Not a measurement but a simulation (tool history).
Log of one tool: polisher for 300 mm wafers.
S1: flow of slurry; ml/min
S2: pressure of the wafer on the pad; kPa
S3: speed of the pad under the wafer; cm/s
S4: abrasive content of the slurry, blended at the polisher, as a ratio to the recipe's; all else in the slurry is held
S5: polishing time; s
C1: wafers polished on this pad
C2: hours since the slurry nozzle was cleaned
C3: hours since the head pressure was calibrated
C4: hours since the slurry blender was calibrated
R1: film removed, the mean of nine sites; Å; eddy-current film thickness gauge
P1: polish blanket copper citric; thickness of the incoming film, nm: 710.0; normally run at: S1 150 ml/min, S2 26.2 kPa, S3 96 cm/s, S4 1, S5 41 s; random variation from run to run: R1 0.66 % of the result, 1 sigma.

run,day,S1,S2,S3,S4,S5,C1,C2,C3,C4,R1
1,0.562,150,26.2,96,1,41,563,71.6,855.4,135.1,1283.7
2,0.988,150,26.2,96,1,41,638,81.8,865.6,145.3,1288.4
3,1.571,150,26.2,96,1,29,742,95.8,879.6,159.3,912.4
4,2.033,150,26.2,96,1,41,825,106.9,890.7,170.4,1285.5
5,2.621,150,26.2,44,1,41,929,121,904.8,184.5,603.73
6,2.979,150,26.2,96,1,41,993,129.6,913.4,193.1,1285.9
7,3.6,150,13.1,96,1,41,1103,144.5,928.3,208,662.67
8,4.192,90,26.2,96,1,41,1209,158.7,942.5,222.2,1150.9
9,4.783,230,26.2,96,1,41,1314,172.9,956.7,236.4,1355
10,5.092,150,26.2,96,1,62,1369,180.3,964.1,243.8,1934.7
11,5.642,150,26.2,96,1,41,1467,193.5,977.3,257,1285.1
12,5.983,150,26.2,146,1,41,1528,201.7,985.5,265.2,1963.8
13,6.592,150,40.7,96,1,41,1636,216.3,1000.1,279.8,1987.1
14,6.9,150,39.3,96,0.8,41,1691,223.7,1007.5,287.2,1827
15,7.346,150,26.2,96,1.35,41,1770,234.4,1018.2,297.9,1373.3
16,7.858,150,26.2,96,0.65,41,1862,246.7,1030.5,310.2,1183.7
17,8.167,150,26.2,96,1,41,1917,254.1,1037.9,317.6,1274.1
18,8.512,150,26.2,96,1,41,1978,262.4,1046.2,325.9,1228.4
19,8.817,150,26.2,96,1,41,2032,269.7,1053.5,333.2,1220.2
# day 9.375: slurry blender recalibrated
20,9.388,150,26.2,96,1,41,2134,283.4,1067.2,0.4,1182.4
21,9.762,150,26.2,96,1,41,2201,292.4,1076.2,9.4,1173.4
# day 10.183: worn pad replaced by a new one
22,10.271,150,26.2,96,1,41,15,304.6,1088.4,21.6,1157.6
23,10.788,150,26.2,96,1,41,107,317,1100.8,34,1162.1
24,11.267,150,26.2,96,1,41,192,328.5,1112.3,45.5,1158.1

What P1 gives has crept away from where it was. These 2 causes fit the log equally well, each at the size given:
A: slurry flow missing at the pad, % = 39.4
B: head's pressure below its setpoint, % = 10.6
The creep began at about day 8.167.
Why every other cause is out:
removal rate lost through wear of the pad, %: serviced at day 10.183, which brought nothing back
abrasive missing from the slurry, %: serviced at day 9.375, which brought nothing back

4 check runs are offered, one wafer each, their results left as question marks. Which one tells the causes apart?
check 1,11.746,150,40,138,1,41,,,,,?
check 2,11.746,150,18.6,126,1,41,,,,,?
check 3,11.746,150,37.9,44,1,41,,,,,?
check 4,11.746,90,26.2,96,1,41,,,,,?

What each check would give under each cause:
check,result,if A,if B
check 1,R1,2510.3,2506
check 2,R1,1080.2,1079.9
check 3,R1,775.01,775.56
check 4,R1,973.37,1033.7
How far apart the two closest causes lie, in the result that separates them most: check 1 0.17 %; check 2 0.03 %; check 3 0.07 %; check 4 6.01 %
Only check 4 tells the causes apart: in the others they would give nearly the same result.

Then check 4 was run and gave: R1 1027.4 Å. Which cause is it?

It is B: head's pressure below its setpoint, %.
